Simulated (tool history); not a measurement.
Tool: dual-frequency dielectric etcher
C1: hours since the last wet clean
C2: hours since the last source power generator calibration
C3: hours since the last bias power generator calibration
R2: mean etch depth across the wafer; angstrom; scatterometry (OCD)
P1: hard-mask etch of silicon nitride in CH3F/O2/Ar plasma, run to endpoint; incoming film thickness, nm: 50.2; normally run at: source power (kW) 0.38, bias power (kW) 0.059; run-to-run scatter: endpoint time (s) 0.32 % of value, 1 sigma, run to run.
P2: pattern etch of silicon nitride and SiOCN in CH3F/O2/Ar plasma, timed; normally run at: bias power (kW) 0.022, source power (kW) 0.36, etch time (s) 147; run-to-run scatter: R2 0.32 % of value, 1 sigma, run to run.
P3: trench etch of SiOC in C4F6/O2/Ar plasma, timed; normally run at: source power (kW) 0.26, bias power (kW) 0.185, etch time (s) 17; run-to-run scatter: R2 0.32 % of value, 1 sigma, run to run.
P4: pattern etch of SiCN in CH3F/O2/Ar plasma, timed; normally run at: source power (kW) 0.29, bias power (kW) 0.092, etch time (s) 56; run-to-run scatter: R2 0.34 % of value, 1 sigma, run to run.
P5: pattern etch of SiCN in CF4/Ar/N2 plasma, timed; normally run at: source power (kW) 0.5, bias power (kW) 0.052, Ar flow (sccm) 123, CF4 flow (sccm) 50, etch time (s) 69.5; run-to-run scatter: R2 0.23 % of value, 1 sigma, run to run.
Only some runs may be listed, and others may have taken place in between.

Run 1, day 0.479: process that ran P1, source power (kW) 0.38, bias power (kW) 0.059; C1 156.6; C2 510.1; C3 1693.8. Result: endpoint time (s) 78.019.
Run 2, day 0.912: process that ran P3, source power (kW) 0.26, bias power (kW) 0.185, etch time (s) 24.5; C1 167; C2 520.5; C3 1704.2. Result: R2 431.85 angstrom.
Run 3, day 1.433: process that ran P1, source power (kW) 0.38, bias power (kW) 0.059; C1 179.5; C2 533; C3 1716.7. Result: endpoint time (s) 78.102.
Run 4, day 2.008: process that ran P1, source power (kW) 0.38, bias power (kW) 0.059; C1 193.3; C2 546.8; C3 1730.5. Result: endpoint time (s) 78.459.
Run 5, day 2.725: process that ran P5, source power (kW) 0.5, bias power (kW) 0.052, etch time (s) 69.5, Ar flow (sccm) 89, CF4 flow (sccm) 50; C1 210.5; C2 564; C3 1747.7. Result: R2 565.4 angstrom.
Run 6, day 3.417: process that ran P5, source power (kW) 0.5, bias power (kW) 0.052, etch time (s) 69.5, Ar flow (sccm) 123, CF4 flow (sccm) 50; C1 227.1; C2 580.6; C3 1764.3. Result: R2 530.84 angstrom.
Run 7, day 3.85: process that ran P1, source power (kW) 0.53, bias power (kW) 0.039; C1 237.5; C2 591; C3 1774.7. Result: endpoint time (s) 77.63.
Run 8, day 4.267: process that ran P3, source power (kW) 0.26, bias power (kW) 0.111, etch time (s) 17; C1 247.5; C2 601; C3 1784.7. Result: R2 256.04 angstrom.
Run 9, day 4.9: process that ran P4, source power (kW) 0.29, bias power (kW) 0.092, etch time (s) 56; C1 262.7; C2 616.2; C3 1799.9. Result: R2 200.97 angstrom.
Run 10, day 5.3: process that ran P5, source power (kW) 0.5, bias power (kW) 0.052, etch time (s) 97.5, Ar flow (sccm) 123, CF4 flow (sccm) 50; C1 272.3; C2 625.8; C3 1809.5. Result: R2 746.77 angstrom.
Run 11, day 6.096: process that ran P2, source power (kW) 0.36, bias power (kW) 0.012, etch time (s) 147; C1 291.4; C2 644.9; C3 1828.6. Result: R2 147.41 angstrom.
Run 12, day 6.779: process that ran P1, source power (kW) 0.38, bias power (kW) 0.043; C1 307.8; C2 661.3; C3 1845. Result: endpoint time (s) 86.629.
Run 13, day 7.45: process that ran P2, source power (kW) 0.36, bias power (kW) 0.022, etch time (s) 147; C1 323.9; C2 677.4; C3 1861.1. Result: R2 190.49 angstrom.
Run 14, day 7.896: process that ran P1, source power (kW) 0.38, bias power (kW) 0.059; C1 334.6; C2 688.1; C3 1871.8. Result: endpoint time (s) 77.983.
At day 8.117: bias power generator calibrated.
Run 15, day 8.517: process that ran P1, source power (kW) 0.38, bias power (kW) 0.078; C1 349.5; C2 703; C3 9.7. Result: endpoint time (s) 71.224.
Run 16, day 9.162: process that ran P1, source power (kW) 0.38, bias power (kW) 0.059; C1 365; C2 718.5; C3 25.2. Result: endpoint time (s) 78.296.
Run 17, day 9.842: process that ran P2, source power (kW) 0.36, bias power (kW) 0.022, etch time (s) 206; C1 381.3; C2 734.8; C3 41.5. Result: R2 265.38 angstrom.
Run 18, day 10.229: process that ran P5, source power (kW) 0.5, bias power (kW) 0.052, etch time (s) 69.5, Ar flow (sccm) 123, CF4 flow (sccm) 50; C1 390.6; C2 744.1; C3 50.8. Result: R2 532.92 angstrom.
Run 19, day 10.829: process that ran P2, source power (kW) 0.24, bias power (kW) 0.022, etch time (s) 147; C1 405; C2 758.5; C3 65.2. Result: R2 164.52 angstrom.
Run 20, day 11.558: process that ran P4, source power (kW) 0.29, bias power (kW) 0.092, etch time (s) 84; C1 422.5; C2 776; C3 82.7. Result: R2 300.06 angstrom.
Run 21, day 11.933: process that ran P1, source power (kW) 0.47, bias power (kW) 0.059; C1 431.5; C2 785; C3 91.7. Result: endpoint time (s) 72.439.
Run 22, day 12.288: process that ran P1, source power (kW) 0.45, bias power (kW) 0.079; C1 440; C2 793.5; C3 100.2. Result: endpoint time (s) 66.48.
Run 23, day 12.667: process that ran P5, source power (kW) 0.5, bias power (kW) 0.052, etch time (s) 69.5, Ar flow (sccm) 123, CF4 flow (sccm) 36; C1 449.1; C2 802.6; C3 109.3. Result: R2 498.75 angstrom.
Run 24, day 13.038: process that ran P1, source power (kW) 0.38, bias power (kW) 0.059; C1 458; C2 811.5; C3 118.2. Result: endpoint time (s) 78.09.
Run 25, day 13.429: process that ran P3, source power (kW) 0.36, bias power (kW) 0.185, etch time (s) 17; C1 467.4; C2 820.9; C3 127.6. Result: R2 338.82 angstrom.
Run 26, day 14.225: process that ran P5, source power (kW) 0.31, bias power (kW) 0.052, etch time (s) 69.5, Ar flow (sccm) 123, CF4 flow (sccm) 50; C1 486.5; C2 840; C3 146.7. Result: R2 351.62 angstrom.
Run 27, day 14.638: process that ran P4, source power (kW) 0.2, bias power (kW) 0.092, etch time (s) 56; C1 496.4; C2 849.9; C3 156.6. Result: R2 175.56 angstrom.
Run 28, day 15.108: process that ran P4, source power (kW) 0.29, bias power (kW) 0.059, etch time (s) 56; C1 507.7; C2 861.2; C3 167.9. Result: R2 170.45 angstrom.
Run 29, day 15.704: process that ran P1, source power (kW) 0.25, bias power (kW) 0.059; C1 522; C2 875.5; C3 182.2. Result: endpoint time (s) 91.846.
Run 30, day 16.367: process that ran P5, source power (kW) 0.5, bias power (kW) 0.031, etch time (s) 69.5, Ar flow (sccm) 123, CF4 flow (sccm) 50; C1 537.9; C2 891.4; C3 198.1. Result: R2 447.95 angstrom.
Run 31, day 17.038: process that ran P3, source power (kW) 0.26, bias power (kW) 0.185, etch time (s) 17; C1 554; C2 907.5; C3 214.2. Result: R2 300.24 angstrom.
Run 32, day 17.808: process that ran P1, source power (kW) 0.38, bias power (kW) 0.059; C1 572.5; C2 926; C3 232.7. Result: endpoint time (s) 78.404.
Run 33, day 18.296: process that ran P1, source power (kW) 0.38, bias power (kW) 0.059; C1 584.2; C2 937.7; C3 244.4. Result: endpoint time (s) 77.679.
Run 34, day 18.908: process that ran P1, source power (kW) 0.38, bias power (kW) 0.059; C1 598.9; C2 952.4; C3 259.1. Result: endpoint time (s) 77.421.
Run 35, day 19.475: process that ran P1, source power (kW) 0.38, bias power (kW) 0.059; C1 612.5; C2 966; C3 272.7. Result: endpoint time (s) 77.41.
Run 36, day 20.129: process that ran P1, source power (kW) 0.38, bias power (kW) 0.059; C1 628.2; C2 981.7; C3 288.4. Result: endpoint time (s) 77.409.
At day 20.196: wet clean of the chamber.
Run 37, day 20.65: process that ran P1, source power (kW) 0.38, bias power (kW) 0.059; C1 10.9; C2 994.2; C3 300.9. Result: endpoint time (s) 76.778.
Run 38, day 21.321: process that ran P1, source power (kW) 0.38, bias power (kW) 0.059; C1 27; C2 1010.3; C3 317. Result: endpoint time (s) 77.138.
Run 39, day 21.717: process that ran P1, source power (kW) 0.38, bias power (kW) 0.059; C1 36.5; C2 1019.8; C3 326.5. Result: endpoint time (s) 76.748.
Run 40, day 22.2: process that ran P1, source power (kW) 0.38, bias power (kW) 0.059; C1 48.1; C2 1031.4; C3 338.1. Result: endpoint time (s) 77.427.
Run 41, day 22.925: process that ran P1, source power (kW) 0.38, bias power (kW) 0.059; C1 65.5; C2 1048.8; C3 355.5. Result: endpoint time (s) 77.006.

Something has made what P1 gives creep away from where it was; the 2 causes below, each at its own stated size, fit the log equally well:
A: source power that arrives over what is set, % = 4.19
B: bias power that arrives over what is set, % = 4.89
At approximately day 17.808, the process output began to creep.
Why every other cause is out:
chamber walls in a state that raises the etch rate, %: work on it at day 20.196, done after the drift set in, did not restore what the process gave before

Each of the 4 check runs below uses one wafer; its results are left as question marks. Which run tells the causes apart?
Run check 1, day 23.65: process that ran P5, source power (kW) 0.5, bias power (kW) 0.035, etch time (s) 69.5, Ar flow (sccm) 123, CF4 flow (sccm) 50. Result: R2 ?.
Run check 2, day 23.65: process that ran P4, source power (kW) 0.25, bias power (kW) 0.066, etch time (s) 56. Result: R2 ?.
Run check 3, day 23.65: process that ran P2, source power (kW) 0.36, bias power (kW) 0.014, etch time (s) 176.5. Result: R2 ?.
Run check 4, day 23.65: process that ran P3, source power (kW) 0.26, bias power (kW) 0.185, etch time (s) 22.5. Result: R2 ?.

If the cause were each of the candidates in turn, the checks would give the following:
  check  result    if A    if B
check 1      R2   482.4  472.35
check 2      R2  170.52  170.83
check 3      R2  190.59  191.44
check 4      R2  402.85  402.82
Minimum pairwise separation of causes per check, each pair taken at its best-separating result: check 1 2.11 %; check 2 0.19 %; check 3 0.45 %; check 4 0.01 %
Check 1 distinguishes between the causes, while the remaining checks would return nearly the same result for all of them.

The results of check 1 are: R2 472.56 angstrom. Based on these, which of the listed causes is it?

The correct cause is B, namely: bias power that arrives over what is set, %.

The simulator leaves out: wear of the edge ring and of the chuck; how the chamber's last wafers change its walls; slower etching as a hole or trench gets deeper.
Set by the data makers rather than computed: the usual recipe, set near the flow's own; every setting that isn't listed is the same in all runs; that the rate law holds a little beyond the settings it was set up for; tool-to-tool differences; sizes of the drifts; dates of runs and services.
